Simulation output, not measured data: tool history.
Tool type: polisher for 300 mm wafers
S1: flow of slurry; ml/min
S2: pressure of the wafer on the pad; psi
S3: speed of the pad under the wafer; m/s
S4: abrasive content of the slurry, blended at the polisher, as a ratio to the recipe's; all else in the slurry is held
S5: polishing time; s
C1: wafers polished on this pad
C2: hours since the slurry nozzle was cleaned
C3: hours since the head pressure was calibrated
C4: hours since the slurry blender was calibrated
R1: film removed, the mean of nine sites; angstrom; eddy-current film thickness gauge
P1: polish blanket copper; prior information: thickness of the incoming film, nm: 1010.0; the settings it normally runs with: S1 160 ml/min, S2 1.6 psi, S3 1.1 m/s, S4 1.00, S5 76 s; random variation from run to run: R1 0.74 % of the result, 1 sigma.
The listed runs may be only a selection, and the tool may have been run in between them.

run   hour   S1   S2   S3    S4   S5   C1     C2     C3     C4       R1
  1    6.5  160  1.6  1.1  1.00   76  203  419.0  255.6  134.5  1621.70
  2   13.6  160  1.6  1.7  1.00   76  270  426.1  262.7  141.6  2486.80
  3   19.9  160  1.6  1.1  1.00   76  329  432.4  269.0  147.9  1629.30
  4   29.5  160  1.6  1.1  1.00   76  419  442.0  278.6  157.5  1614.00
  5   33.7  160  1.6  1.1  1.00   76  458  446.2  282.8  161.7  1620.80
  6   38.6  160  1.6  1.1  1.00   76  504  451.1  287.7  166.6  1614.30
  7   42.9  160  1.0  1.1  0.70   76  544  455.4  292.0  170.9   943.87
  8   47.9  160  1.6  1.1  1.00   40  591  460.4  297.0  175.9   853.74
  9   53.9  160  0.7  1.1  0.65   76  648  466.4  303.0  181.9   647.02
      57.0  -- worn pad replaced by a new one
 10   63.0  240  1.6  1.1  0.80   76   56  475.5  312.1  191.0  1647.90
 11   72.0   95  1.6  1.1  1.00   76  141  484.5  321.1  200.0  1469.20
 12   76.6  160  2.3  1.1  1.00   76  184  489.1  325.7  204.6  2338.80
 13   85.7  160  0.7  1.1  1.00   76  269  498.2  334.8  213.7   709.93
 14   92.1  160  1.6  1.1  1.25   76  329  504.6  341.2  220.1  1695.80
 15   97.5  160  1.6  1.1  1.00  106  380  510.0  346.6  225.5  2262.70
 16  105.6  250  1.6  1.1  1.00   76  456  518.1  354.7  233.6  1713.90
 17  109.9  160  1.6  0.5  1.00   76  496  522.4  359.0  237.9   734.79
 18  114.9  160  1.6  1.1  1.00   76  543  527.4  364.0  242.9  1613.00
 19  122.4  160  1.6  1.1  1.00   76  613  534.9  371.5  250.4  1606.60
 20  128.3  160  1.6  1.1  0.50   76  669  540.8  377.4  256.3  1415.70
 21  136.3  160  1.6  1.1  1.00   76  744  548.8  385.4  264.3  1644.50
 22  141.7  160  1.6  1.1  1.00   76  794  554.2  390.8  269.7  1580.10
 23  150.0  160  1.6  1.1  1.00   76  872  562.5  399.1  278.0  1547.50
 24  158.3  160  1.6  1.1  1.00   76  950  570.8  407.4  286.3  1528.60

Forecast run 25:
 25  166.8  160  1.6  1.1  1.00  76  1030  579.3  415.9  294.8   ?

{"run 25": {"R1": 1537.9}}
